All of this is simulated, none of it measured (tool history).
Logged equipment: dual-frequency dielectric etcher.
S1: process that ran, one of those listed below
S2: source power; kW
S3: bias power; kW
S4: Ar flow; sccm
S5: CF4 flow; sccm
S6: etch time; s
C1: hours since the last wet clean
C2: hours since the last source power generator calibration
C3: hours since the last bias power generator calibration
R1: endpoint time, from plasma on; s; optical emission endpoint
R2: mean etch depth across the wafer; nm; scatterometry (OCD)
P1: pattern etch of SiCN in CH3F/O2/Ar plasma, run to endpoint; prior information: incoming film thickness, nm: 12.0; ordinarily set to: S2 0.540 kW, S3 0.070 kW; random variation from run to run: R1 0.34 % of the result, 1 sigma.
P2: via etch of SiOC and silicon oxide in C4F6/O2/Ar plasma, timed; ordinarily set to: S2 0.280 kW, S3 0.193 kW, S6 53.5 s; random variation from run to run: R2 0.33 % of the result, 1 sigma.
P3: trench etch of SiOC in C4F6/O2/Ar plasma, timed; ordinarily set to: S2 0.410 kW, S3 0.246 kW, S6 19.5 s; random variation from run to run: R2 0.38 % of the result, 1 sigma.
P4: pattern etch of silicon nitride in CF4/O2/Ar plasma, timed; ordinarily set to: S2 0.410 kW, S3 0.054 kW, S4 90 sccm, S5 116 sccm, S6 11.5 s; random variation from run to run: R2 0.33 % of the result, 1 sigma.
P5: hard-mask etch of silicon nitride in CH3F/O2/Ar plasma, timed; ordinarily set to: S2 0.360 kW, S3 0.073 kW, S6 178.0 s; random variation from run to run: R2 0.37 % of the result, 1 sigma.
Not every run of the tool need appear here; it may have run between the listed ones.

run 1 hour=11.5 | S1=P1 S2=0.540 S3=0.070 | C1=225.6 C2=1055.7 C3=2454.2 | R1=28.444
run 2 hour=24.8 | S1=P4 S2=0.410 S3=0.054 S4=122 S5=116 S6=11.5 | C1=238.9 C2=1069.0 C3=2467.5 | R2=18.615
run 3 hour=35.1 | S1=P2 S2=0.280 S3=0.237 S6=53.5 | C1=249.2 C2=1079.3 C3=2477.8 | R2=55.577
run 4 hour=43.8 | S1=P4 S2=0.410 S3=0.069 S4=90 S5=116 S6=11.5 | C1=257.9 C2=1088.0 C3=2486.5 | R2=21.329
run 5 hour=57.2 | S1=P4 S2=0.410 S3=0.054 S4=90 S5=116 S6=14.5 | C1=271.3 C2=1101.4 C3=2499.9 | R2=24.429
run 6 hour=64.1 | S1=P5 S2=0.360 S3=0.073 S6=178.0 | C1=278.2 C2=1108.3 C3=2506.8 | R2=119.380
run 7 hour=71.5 | S1=P1 S2=0.540 S3=0.070 | C1=285.6 C2=1115.7 C3=2514.2 | R1=28.556
-- hour=73.6 source power generator calibrated
run 8 hour=81.4 | S1=P5 S2=0.360 S3=0.073 S6=110.5 | C1=295.5 C2=7.9 C3=2524.1 | R2=74.025
run 9 hour=93.6 | S1=P2 S2=0.280 S3=0.193 S6=53.5 | C1=307.7 C2=20.1 C3=2536.3 | R2=51.484
run 10 hour=108.0 | S1=P3 S2=0.410 S3=0.246 S6=19.5 | C1=322.1 C2=34.5 C3=2550.7 | R2=45.135
run 11 hour=121.2 | S1=P3 S2=0.560 S3=0.246 S6=19.5 | C1=335.3 C2=47.7 C3=2563.9 | R2=50.930
run 12 hour=127.4 | S1=P1 S2=0.540 S3=0.070 | C1=341.5 C2=53.9 C3=2570.1 | R1=28.508
run 13 hour=138.1 | S1=P5 S2=0.500 S3=0.073 S6=178.0 | C1=352.2 C2=64.6 C3=2580.8 | R2=135.910
run 14 hour=144.8 | S1=P3 S2=0.410 S3=0.189 S6=19.5 | C1=358.9 C2=71.3 C3=2587.5 | R2=41.646
run 15 hour=152.7 | S1=P1 S2=0.320 S3=0.070 | C1=366.8 C2=79.2 C3=2595.4 | R1=34.935
run 16 hour=163.4 | S1=P1 S2=0.770 S3=0.070 | C1=377.5 C2=89.9 C3=2606.1 | R1=25.017
run 17 hour=176.8 | S1=P2 S2=0.390 S3=0.193 S6=53.5 | C1=390.9 C2=103.3 C3=2619.5 | R2=58.617
run 18 hour=184.0 | S1=P1 S2=0.540 S3=0.070 | C1=398.1 C2=110.5 C3=2626.7 | R1=28.695
run 19 hour=190.2 | S1=P1 S2=0.540 S3=0.046 | C1=404.3 C2=116.7 C3=2632.9 | R1=32.724
run 20 hour=197.0 | S1=P5 S2=0.360 S3=0.073 S6=178.0 | C1=411.1 C2=123.5 C3=2639.7 | R2=119.370
run 21 hour=204.4 | S1=P4 S2=0.410 S3=0.054 S4=90 S5=163 S6=11.5 | C1=418.5 C2=130.9 C3=2647.1 | R2=20.090
run 22 hour=212.0 | S1=P4 S2=0.280 S3=0.054 S4=90 S5=116 S6=11.5 | C1=426.1 C2=138.5 C3=2654.7 | R2=13.955
run 23 hour=223.1 | S1=P4 S2=0.410 S3=0.054 S4=90 S5=116 S6=11.5 | C1=437.2 C2=149.6 C3=2665.8 | R2=19.351
run 24 hour=234.9 | S1=P5 S2=0.360 S3=0.102 S6=178.0 | C1=449.0 C2=161.4 C3=2677.6 | R2=135.100
run 25 hour=248.4 | S1=P2 S2=0.280 S3=0.193 S6=29.5 | C1=462.5 C2=174.9 C3=2691.1 | R2=28.587
run 26 hour=257.7 | S1=P1 S2=0.540 S3=0.070 | C1=471.8 C2=184.2 C3=2700.4 | R1=28.703
run 27 hour=271.7 | S1=P1 S2=0.430 S3=0.087 | C1=485.8 C2=198.2 C3=2714.4 | R1=28.914
run 28 hour=280.5 | S1=P1 S2=0.540 S3=0.089 | C1=494.6 C2=207.0 C3=2723.2 | R1=26.318
run 29 hour=287.4 | S1=P3 S2=0.410 S3=0.246 S6=27.5 | C1=501.5 C2=213.9 C3=2730.1 | R2=63.943
run 30 hour=299.1 | S1=P1 S2=0.540 S3=0.070 | C1=513.2 C2=225.6 C3=2741.8 | R1=28.648
run 31 hour=308.2 | S1=P1 S2=0.540 S3=0.070 | C1=522.3 C2=234.7 C3=2750.9 | R1=28.767
run 32 hour=321.4 | S1=P1 S2=0.540 S3=0.070 | C1=535.5 C2=247.9 C3=2764.1 | R1=28.750
-- hour=327.3 wet clean of the chamber
run 33 hour=329.0 | S1=P1 S2=0.540 S3=0.070 | C1=1.7 C2=255.5 C3=2771.7 | R1=28.842
run 34 hour=338.5 | S1=P1 S2=0.540 S3=0.070 | C1=11.2 C2=265.0 C3=2781.2 | R1=29.122
run 35 hour=346.1 | S1=P1 S2=0.540 S3=0.070 | C1=18.8 C2=272.6 C3=2788.8 | R1=29.078
run 36 hour=357.3 | S1=P1 S2=0.540 S3=0.070 | C1=30.0 C2=283.8 C3=2800.0 | R1=29.182

Something has made what P1 gives creep away from where it was; the 2 causes below, each at its own stated size, fit the log equally well:
A: bias power that arrives under what is set, % = 4.8
B: source power that arrives under what is set, % = 4.33
The drift started at roughly hour 299.1.
The rest of the possible causes, and what rules out each one:
chamber walls in a state that lowers the etch rate, %: was serviced at hour 327.3, once the creep was under way, yet the earlier output never came back

The list below offers 4 check runs, each averaging the results of 2 wafers, and shows each result as a question mark. For which of them would the listed causes give clearly different results?
run check 1 hour=368.5 | S1=P3 S2=0.540 S3=0.246 S6=19.5 | R2=?
run check 2 hour=368.5 | S1=P5 S2=0.490 S3=0.093 S6=178.0 | R2=?
run check 3 hour=368.5 | S1=P2 S2=0.350 S3=0.193 S6=40.5 | R2=?
run check 4 hour=368.5 | S1=P4 S2=0.300 S3=0.054 S4=90 S5=149 S6=11.5 | R2=?

What every check run would give for each of its results, assuming each possible cause in turn:
check=check_1 result=R2 if_A=49.458 if_B=49.416
check=check_2 result=R2 if_A=143.380 if_B=143.510
check=check_3 result=R2 if_A=42.090 if_B=42.052
check=check_4 result=R2 if_A=14.846 if_B=14.547
Gap, in per cent, between the two causes that each check separates least, read from the result that separates them most: check 1 0.08 %; check 2 0.09 %; check 3 0.09 %; check 4 2.03 %
Only check 4 tells the causes apart: in the others they would give nearly the same result.

Check 4 has now been run. It gave: R2 14.535 nm. Which of the candidate causes is it?

The correct cause is B, namely: source power that arrives under what is set, %.

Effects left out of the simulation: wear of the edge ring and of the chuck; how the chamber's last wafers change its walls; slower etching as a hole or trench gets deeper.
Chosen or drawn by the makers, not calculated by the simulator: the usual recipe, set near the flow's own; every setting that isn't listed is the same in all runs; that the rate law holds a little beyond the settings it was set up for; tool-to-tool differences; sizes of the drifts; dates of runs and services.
